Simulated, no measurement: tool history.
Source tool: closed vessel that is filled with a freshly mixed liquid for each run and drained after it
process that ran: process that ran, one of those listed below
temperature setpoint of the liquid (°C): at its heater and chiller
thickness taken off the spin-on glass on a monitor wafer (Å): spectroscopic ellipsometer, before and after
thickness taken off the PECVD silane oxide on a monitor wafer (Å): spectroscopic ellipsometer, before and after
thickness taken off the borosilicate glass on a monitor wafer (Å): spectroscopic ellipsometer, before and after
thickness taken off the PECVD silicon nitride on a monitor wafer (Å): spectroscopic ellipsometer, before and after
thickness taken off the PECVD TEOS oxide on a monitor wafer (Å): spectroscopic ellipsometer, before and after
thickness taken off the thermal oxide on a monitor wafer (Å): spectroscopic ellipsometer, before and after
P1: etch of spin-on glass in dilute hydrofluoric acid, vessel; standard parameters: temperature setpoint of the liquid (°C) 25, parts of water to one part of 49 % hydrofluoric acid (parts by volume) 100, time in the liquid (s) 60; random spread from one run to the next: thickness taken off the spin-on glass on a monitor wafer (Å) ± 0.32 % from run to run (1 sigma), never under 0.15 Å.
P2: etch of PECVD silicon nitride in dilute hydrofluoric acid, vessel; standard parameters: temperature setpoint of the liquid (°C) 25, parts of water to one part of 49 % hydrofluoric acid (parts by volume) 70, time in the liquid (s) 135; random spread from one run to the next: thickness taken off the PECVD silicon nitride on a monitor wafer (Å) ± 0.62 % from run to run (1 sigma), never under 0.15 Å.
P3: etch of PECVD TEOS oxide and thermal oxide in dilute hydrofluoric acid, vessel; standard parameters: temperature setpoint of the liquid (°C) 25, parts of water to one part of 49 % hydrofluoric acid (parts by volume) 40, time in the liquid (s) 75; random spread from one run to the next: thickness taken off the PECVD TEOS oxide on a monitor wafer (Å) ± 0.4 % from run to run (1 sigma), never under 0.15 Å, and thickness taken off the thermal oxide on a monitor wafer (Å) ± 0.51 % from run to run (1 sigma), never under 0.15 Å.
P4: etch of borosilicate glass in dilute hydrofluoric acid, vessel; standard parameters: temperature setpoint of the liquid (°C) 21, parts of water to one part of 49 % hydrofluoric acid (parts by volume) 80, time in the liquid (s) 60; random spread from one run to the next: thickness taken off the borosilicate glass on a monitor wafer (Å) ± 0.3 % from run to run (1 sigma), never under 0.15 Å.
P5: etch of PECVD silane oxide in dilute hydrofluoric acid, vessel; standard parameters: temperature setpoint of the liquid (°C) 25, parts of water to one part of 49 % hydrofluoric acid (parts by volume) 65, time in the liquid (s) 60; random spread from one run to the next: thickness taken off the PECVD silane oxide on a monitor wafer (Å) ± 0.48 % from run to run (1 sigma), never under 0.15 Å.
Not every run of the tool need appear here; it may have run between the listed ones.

| run | hour | process that ran | temperature setpoint of the liquid (°C) | parts of water to one part of 49 % hydrofluoric acid (parts by volume) | time in the liquid (s) | hours since the thermometer was replaced | hours since the hydrofluoric acid flow meter was replaced | thickness taken off the spin-on glass on a monitor wafer (Å) | thickness taken off the PECVD silane oxide on a monitor wafer (Å) | thickness taken off the borosilicate glass on a monitor wafer (Å) | thickness taken off the PECVD silicon nitride on a monitor wafer (Å) | thickness taken off the PECVD TEOS oxide on a monitor wafer (Å) | thickness taken off the thermal oxide on a monitor wafer (Å) |
|---|---|---|---|---|---|---|---|---|---|---|---|---|---|
| 1 | 10.9 | P1 | 25 | 100 | 60 | 197.1 | 454.7 | 252.37 |  |  |  |  |  |
| 2 | 19.5 | P5 | 32 | 65 | 60 | 205.7 | 463.3 |  | 373.43 |  |  |  |  |
| 3 | 31.5 | P4 | 21 | 80 | 30 | 217.7 | 475.3 |  |  | 191.49 |  |  |  |
| 4 | 39.2 | P1 | 25 | 25 | 60 | 225.4 | 483.0 | 1110.50 |  |  |  |  |  |
| 5 | 49.3 | P5 | 25 | 110 | 60 | 235.5 | 493.1 |  | 156.92 |  |  |  |  |
| 6 | 61.5 | P1 | 33 | 100 | 30 | 247.7 | 505.3 | 171.34 |  |  |  |  |  |
| 7 | 69.5 | P2 | 25 | 70 | 135 | 255.7 | 513.3 |  |  |  | 39.897 |  |  |
| 8 | 83.0 | P1 | 25 | 100 | 60 | 269.2 | 526.8 | 251.96 |  |  |  |  |  |
| 9 | 91.5 | P3 | 25 | 40 | 30 | 277.7 | 535.3 |  |  |  |  | 109.80 | 38.085 |
| 10 | 101.2 | P3 | 25 | 40 | 75 | 287.4 | 545.0 |  |  |  |  | 272.61 | 95.467 |
| 11 | 109.0 | P2 | 25 | 70 | 65 | 295.2 | 552.8 |  |  |  | 19.266 |  |  |
| 12 | 121.6 | P5 | 25 | 65 | 30 | 307.8 | 565.4 |  | 140.85 |  |  |  |  |
| 13 | 132.4 | P1 | 33 | 100 | 60 | 318.6 | 576.2 | 341.85 |  |  |  |  |  |
| 14 | 149.3 | P3 | 25 | 70 | 75 | 335.5 | 593.1 |  |  |  |  | 149.87 | 52.577 |
| 15 | 160.3 | P3 | 25 | 40 | 75 | 346.5 | 604.1 |  |  |  |  | 272.48 | 96.462 |
| 16 | 168.0 | P2 | 25 | 20 | 135 | 354.2 | 611.8 |  |  |  | 134.990 |  |  |
| 17 | 180.8 | P1 | 25 | 65 | 30 | 367.0 | 624.6 | 203.60 |  |  |  |  |  |
| 18 | 196.0 | P4 | 17 | 80 | 60 | 382.2 | 639.8 |  |  | 327.04 |  |  |  |
| 19 | 212.8 | P2 | 33 | 70 | 135 | 399.0 | 656.6 |  |  |  | 66.696 |  |  |
| 20 | 223.5 | P1 | 25 | 100 | 105 | 409.7 | 667.3 | 440.97 |  |  |  |  |  |

Run 21 is up next; what results do you expect?
| 21 | 233.9 | P4 | 21 | 110 | 60 | 420.1 | 677.7 |  |  | ? |  |  |  |

{"run 21": {"thickness taken off the borosilicate glass on a monitor wafer (Å)": 268.89}}
